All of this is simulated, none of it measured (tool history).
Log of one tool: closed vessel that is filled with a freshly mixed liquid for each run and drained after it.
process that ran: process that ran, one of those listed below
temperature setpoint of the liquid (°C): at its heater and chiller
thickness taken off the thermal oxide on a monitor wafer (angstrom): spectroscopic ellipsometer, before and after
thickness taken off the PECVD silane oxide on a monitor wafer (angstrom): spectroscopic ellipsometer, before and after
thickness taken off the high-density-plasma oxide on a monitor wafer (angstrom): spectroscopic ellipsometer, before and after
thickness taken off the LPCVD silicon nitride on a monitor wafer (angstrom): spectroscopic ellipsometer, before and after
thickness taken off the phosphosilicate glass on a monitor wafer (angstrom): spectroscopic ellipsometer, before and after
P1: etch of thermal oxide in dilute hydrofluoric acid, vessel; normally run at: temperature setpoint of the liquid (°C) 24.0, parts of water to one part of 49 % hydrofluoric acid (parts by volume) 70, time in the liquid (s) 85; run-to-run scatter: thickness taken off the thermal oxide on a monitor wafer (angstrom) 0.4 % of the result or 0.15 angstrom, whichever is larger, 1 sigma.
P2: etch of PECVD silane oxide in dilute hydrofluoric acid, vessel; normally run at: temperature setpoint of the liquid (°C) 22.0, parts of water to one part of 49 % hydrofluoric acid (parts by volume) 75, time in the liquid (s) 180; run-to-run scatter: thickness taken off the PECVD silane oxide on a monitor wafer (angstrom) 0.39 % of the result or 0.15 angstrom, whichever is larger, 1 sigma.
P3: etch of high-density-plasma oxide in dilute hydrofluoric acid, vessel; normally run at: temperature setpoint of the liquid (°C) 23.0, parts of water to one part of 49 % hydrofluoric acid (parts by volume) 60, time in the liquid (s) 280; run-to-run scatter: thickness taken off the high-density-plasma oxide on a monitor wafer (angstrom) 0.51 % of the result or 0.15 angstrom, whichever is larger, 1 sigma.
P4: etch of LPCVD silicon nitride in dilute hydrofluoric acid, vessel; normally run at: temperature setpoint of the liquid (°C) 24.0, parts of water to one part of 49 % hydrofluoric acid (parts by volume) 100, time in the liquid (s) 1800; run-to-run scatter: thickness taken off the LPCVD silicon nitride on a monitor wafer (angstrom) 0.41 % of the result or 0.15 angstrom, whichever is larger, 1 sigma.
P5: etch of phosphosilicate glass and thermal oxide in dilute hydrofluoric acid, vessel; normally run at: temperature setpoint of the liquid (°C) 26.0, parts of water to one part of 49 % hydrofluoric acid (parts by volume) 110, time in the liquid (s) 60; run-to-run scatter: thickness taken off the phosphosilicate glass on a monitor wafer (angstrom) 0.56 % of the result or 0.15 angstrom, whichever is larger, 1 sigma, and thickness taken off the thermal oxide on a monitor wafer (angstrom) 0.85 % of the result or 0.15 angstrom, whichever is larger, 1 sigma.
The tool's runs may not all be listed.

run,hour,process that ran,temperature setpoint of the liquid (°C),parts of water to one part of 49 % hydrofluoric acid (parts by volume),time in the liquid (s),hours since the thermometer was replaced,hours since the hydrofluoric acid flow meter was replaced,thickness taken off the thermal oxide on a monitor wafer (angstrom),thickness taken off the PECVD silane oxide on a monitor wafer (angstrom),thickness taken off the high-density-plasma oxide on a monitor wafer (angstrom),thickness taken off the LPCVD silicon nitride on a monitor wafer (angstrom),thickness taken off the phosphosilicate glass on a monitor wafer (angstrom)
1,10.7,P1,24.0,70,85,1671.2,403.4,58.196,,,,
2,20.8,P1,24.0,70,85,1681.3,413.5,58.477,,,,
3,37.1,P1,19.0,70,50,1697.6,429.8,28.266,,,,
4,52.4,P2,22.0,75,180,1712.9,445.1,,333.34,,,
5,60.2,P3,23.0,60,280,1720.7,452.9,,,279.91,,
6,76.5,P1,24.0,70,130,1737.0,469.2,89.500,,,,
7,87.0,P4,17.0,100,1800,1747.5,479.7,,,,55.287,
8,96.5,P3,23.0,60,280,1757.0,489.2,,,283.77,,
9,111.4,P1,24.0,70,85,1771.9,504.1,58.226,,,,
10,122.7,P1,17.5,70,85,1783.2,515.4,44.564,,,,
11,138.1,P4,24.0,150,1800,1798.6,530.8,,,,59.158,
12,151.3,P1,29.0,70,85,1811.8,544.0,70.875,,,,
13,163.1,P5,26.0,165,60,1823.6,555.8,17.252,,,,503.53
14,172.5,P1,24.0,70,85,1833.0,565.2,58.111,,,,
15,186.0,P1,24.0,70,85,1846.5,578.7,58.108,,,,
16,194.1,P5,26.0,110,30,1854.6,586.8,14.009,,,,403.55
17,210.5,P2,17.0,75,180,1871.0,603.2,,268.96,,,
18,221.1,P3,23.0,60,560,1881.6,613.8,,,559.93,,
19,236.1,P5,26.0,110,60,1896.6,628.8,27.240,,,,803.79
20,245.9,P4,24.0,100,940,1906.4,638.6,,,,46.376,
21,257.7,P1,24.0,35,85,1918.2,650.4,123.510,,,,
22,272.0,P3,23.0,35,280,1932.5,664.7,,,502.09,,
23,279.3,P3,30.5,60,280,1939.8,672.0,,,380.67,,
24,295.1,P2,22.0,120,180,1955.6,687.8,,197.05,,,
25,307.7,P5,32.5,110,60,1968.2,700.4,34.454,,,,1022.40
26,321.5,P1,24.0,70,85,1982.0,714.2,58.571,,,,
27,335.7,P2,22.0,75,295,1996.2,728.4,,544.90,,,
28,344.1,P1,24.0,130,85,2004.6,736.8,29.215,,,,
29,354.4,P1,24.0,70,35,2014.9,747.1,23.906,,,,
30,366.5,P4,24.0,100,1800,2027.0,759.2,,,,88.767,
31,378.8,P1,24.0,70,85,2039.3,771.5,58.464,,,,
32,389.6,P1,24.0,70,85,2050.1,782.3,60.028,,,,
33,400.2,P1,24.0,70,85,2060.7,792.9,61.109,,,,
34,411.7,P1,24.0,70,85,2072.2,804.4,62.195,,,,
35,423.3,P1,24.0,70,85,2083.8,816.0,62.495,,,,
36,435.6,P1,24.0,70,85,2096.1,828.3,63.105,,,,
37,448.9,P1,24.0,70,85,2109.4,841.6,63.889,,,,
38,456.5,P1,24.0,70,85,2117.0,849.2,63.151,,,,
39,466.7,P1,24.0,70,85,2127.2,859.4,63.592,,,,
40,481.5,P1,24.0,70,85,2142.0,874.2,63.091,,,,
41,494.8,P1,24.0,70,85,2155.3,887.5,63.652,,,,

What P1 gives has crept away from where it was. These 2 causes fit the log equally well, each at the size given:
A: hydrofluoric acid flow above the setpoint (%) = 8.37
B: liquid hotter than its thermometer reads (K) = 2.18
The creep began at about hour 378.8.

4 check runs are offered, one wafer each, their results left as question marks. Which one tells the causes apart?
check 1,508.1,P3,23.0,60,280,,,,,?,,
check 2,508.1,P4,24.0,100,1800,,,,,,?,
check 3,508.1,P2,22.0,75,180,,,,?,,,
check 4,508.1,P5,26.0,110,60,,,?,,,,?

What each check would give under each cause:
check,result,if A,if B
check 1,thickness taken off the high-density-plasma oxide on a monitor wafer (angstrom),307.26,308.09
check 2,thickness taken off the LPCVD silicon nitride on a monitor wafer (angstrom),95.882,102.130
check 3,thickness taken off the PECVD silane oxide on a monitor wafer (angstrom),362.67,363.13
check 4,thickness taken off the thermal oxide on a monitor wafer (angstrom),30.050,29.811
check 4,thickness taken off the phosphosilicate glass on a monitor wafer (angstrom),882.51,875.50
How far apart the two closest causes lie, in the result that separates them most: check 1 0.27 %; check 2 6.31 %; check 3 0.12 %; check 4 0.8 %
Check 2 tells the causes apart: in the others they would give nearly the same result.

Check 2 was then run and gave: thickness taken off the LPCVD silicon nitride on a monitor wafer (angstrom) 95.451. Which cause is it?

It is A: hydrofluoric acid flow above the setpoint (%).
